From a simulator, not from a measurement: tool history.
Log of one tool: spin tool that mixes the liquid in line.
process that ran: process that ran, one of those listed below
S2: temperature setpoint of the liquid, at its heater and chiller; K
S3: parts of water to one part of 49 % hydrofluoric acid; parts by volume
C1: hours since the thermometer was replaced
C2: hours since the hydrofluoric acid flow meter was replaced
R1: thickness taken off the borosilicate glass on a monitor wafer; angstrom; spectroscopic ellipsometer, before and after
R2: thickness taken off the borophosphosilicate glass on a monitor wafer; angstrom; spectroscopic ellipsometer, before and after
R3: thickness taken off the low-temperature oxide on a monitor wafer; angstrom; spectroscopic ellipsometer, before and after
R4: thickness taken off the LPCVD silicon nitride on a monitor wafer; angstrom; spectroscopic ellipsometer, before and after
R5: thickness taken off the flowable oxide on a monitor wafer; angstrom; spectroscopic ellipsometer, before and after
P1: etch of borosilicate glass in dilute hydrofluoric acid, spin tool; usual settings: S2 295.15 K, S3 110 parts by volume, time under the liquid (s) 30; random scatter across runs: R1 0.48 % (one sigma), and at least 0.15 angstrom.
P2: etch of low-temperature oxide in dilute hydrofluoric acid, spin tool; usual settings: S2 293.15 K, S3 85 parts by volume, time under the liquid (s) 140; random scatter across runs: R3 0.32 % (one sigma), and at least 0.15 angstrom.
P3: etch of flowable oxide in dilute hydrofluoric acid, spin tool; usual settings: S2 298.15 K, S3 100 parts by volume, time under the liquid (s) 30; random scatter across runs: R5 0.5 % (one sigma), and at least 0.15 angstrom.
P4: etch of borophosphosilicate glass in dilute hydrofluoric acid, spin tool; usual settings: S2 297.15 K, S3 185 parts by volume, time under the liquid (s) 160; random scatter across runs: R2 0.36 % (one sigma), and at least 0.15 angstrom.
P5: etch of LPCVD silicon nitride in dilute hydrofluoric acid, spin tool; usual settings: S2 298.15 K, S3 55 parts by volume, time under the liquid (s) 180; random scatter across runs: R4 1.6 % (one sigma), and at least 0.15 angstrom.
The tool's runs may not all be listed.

run 1 hour=9.5 | process_that_ran=P1 S2=295.15 S3=110 time_under_the_liquid_(s)=30 | C1=310.4 C2=232.8 | R1=103.89
run 2 hour=17.9 | process_that_ran=P1 S2=291.15 S3=110 time_under_the_liquid_(s)=30 | C1=318.8 C2=241.2 | R1=89.368
run 3 hour=28.1 | process_that_ran=P1 S2=295.15 S3=110 time_under_the_liquid_(s)=30 | C1=329 C2=251.4 | R1=104.7
run 4 hour=43.6 | process_that_ran=P4 S2=297.15 S3=260 time_under_the_liquid_(s)=160 | C1=344.5 C2=266.9 | R2=155.74
run 5 hour=58.4 | process_that_ran=P2 S2=298.65 S3=85 time_under_the_liquid_(s)=140 | C1=359.3 C2=281.7 | R3=350.72
run 6 hour=74.9 | process_that_ran=P1 S2=295.15 S3=110 time_under_the_liquid_(s)=30 | C1=375.8 C2=298.2 | R1=104.45
run 7 hour=84.1 | process_that_ran=P5 S2=291.15 S3=55 time_under_the_liquid_(s)=180 | C1=385 C2=307.4 | R4=10.507
run 8 hour=97.3 | process_that_ran=P5 S2=298.15 S3=55 time_under_the_liquid_(s)=180 | C1=398.2 C2=320.6 | R4=16.812
run 9 hour=107.2 | process_that_ran=P5 S2=298.15 S3=55 time_under_the_liquid_(s)=180 | C1=408.1 C2=330.5 | R4=16.689
run 10 hour=122.2 | process_that_ran=P4 S2=290.15 S3=185 time_under_the_liquid_(s)=160 | C1=423.1 C2=345.5 | R2=181.69
run 11 hour=137 | process_that_ran=P1 S2=291.15 S3=110 time_under_the_liquid_(s)=15 | C1=437.9 C2=360.3 | R1=44.38
run 12 hour=150.2 | process_that_ran=P1 S2=295.15 S3=40 time_under_the_liquid_(s)=30 | C1=451.1 C2=373.5 | R1=313.17
run 13 hour=161.4 | process_that_ran=P2 S2=293.15 S3=85 time_under_the_liquid_(s)=140 | C1=462.3 C2=384.7 | R3=279.2
run 14 hour=170.1 | process_that_ran=P2 S2=293.15 S3=85 time_under_the_liquid_(s)=280 | C1=471 C2=393.4 | R3=560.73
run 15 hour=181.7 | process_that_ran=P1 S2=300.15 S3=110 time_under_the_liquid_(s)=30 | C1=482.6 C2=405 | R1=127.07
run 16 hour=191.6 | process_that_ran=P3 S2=305.65 S3=100 time_under_the_liquid_(s)=30 | C1=492.5 C2=414.9 | R5=275.81
run 17 hour=207.8 | process_that_ran=P1 S2=295.15 S3=190 time_under_the_liquid_(s)=30 | C1=508.7 C2=431.1 | R1=55.817
run 18 hour=223.6 | process_that_ran=P5 S2=298.15 S3=80 time_under_the_liquid_(s)=180 | C1=524.5 C2=446.9 | R4=11.497
run 19 hour=233.3 | process_that_ran=P5 S2=298.15 S3=55 time_under_the_liquid_(s)=355 | C1=534.2 C2=456.6 | R4=33.057
run 20 hour=243.9 | process_that_ran=P3 S2=298.15 S3=100 time_under_the_liquid_(s)=15 | C1=544.8 C2=467.2 | R5=104.54
run 21 hour=259.9 | process_that_ran=P3 S2=298.15 S3=100 time_under_the_liquid_(s)=30 | C1=560.8 C2=483.2 | R5=209.54
run 22 hour=269.2 | process_that_ran=P1 S2=295.15 S3=110 time_under_the_liquid_(s)=50 | C1=570.1 C2=492.5 | R1=174.88
run 23 hour=287.1 | process_that_ran=P4 S2=297.15 S3=185 time_under_the_liquid_(s)=160 | C1=588 C2=510.4 | R2=237.62
run 24 hour=301.9 | process_that_ran=P4 S2=297.15 S3=185 time_under_the_liquid_(s)=160 | C1=602.8 C2=525.2 | R2=237.61
run 25 hour=316.5 | process_that_ran=P4 S2=297.15 S3=185 time_under_the_liquid_(s)=290 | C1=617.4 C2=539.8 | R2=433.56
run 26 hour=325.4 | process_that_ran=P1 S2=299.15 S3=110 time_under_the_liquid_(s)=60 | C1=626.3 C2=548.7 | R1=243.3
run 27 hour=340.5 | process_that_ran=P2 S2=293.15 S3=85 time_under_the_liquid_(s)=140 | C1=641.4 C2=563.8 | R3=279.68
run 28 hour=349.6 | process_that_ran=P3 S2=298.15 S3=25 time_under_the_liquid_(s)=30 | C1=650.5 C2=572.9 | R5=924.44
run 29 hour=359.5 | process_that_ran=P3 S2=298.15 S3=100 time_under_the_liquid_(s)=30 | C1=660.4 C2=582.8 | R5=209.3
run 30 hour=373.7 | process_that_ran=P1 S2=295.15 S3=110 time_under_the_liquid_(s)=30 | C1=674.6 C2=597 | R1=105.22

Run 31 is up next; what results do you expect?
run 31 hour=391.3 | process_that_ran=P2 S2=293.15 S3=135 time_under_the_liquid_(s)=140 | C1=692.2 C2=614.6 | R3=?

Run 31 measured R3 166.44 angstrom.
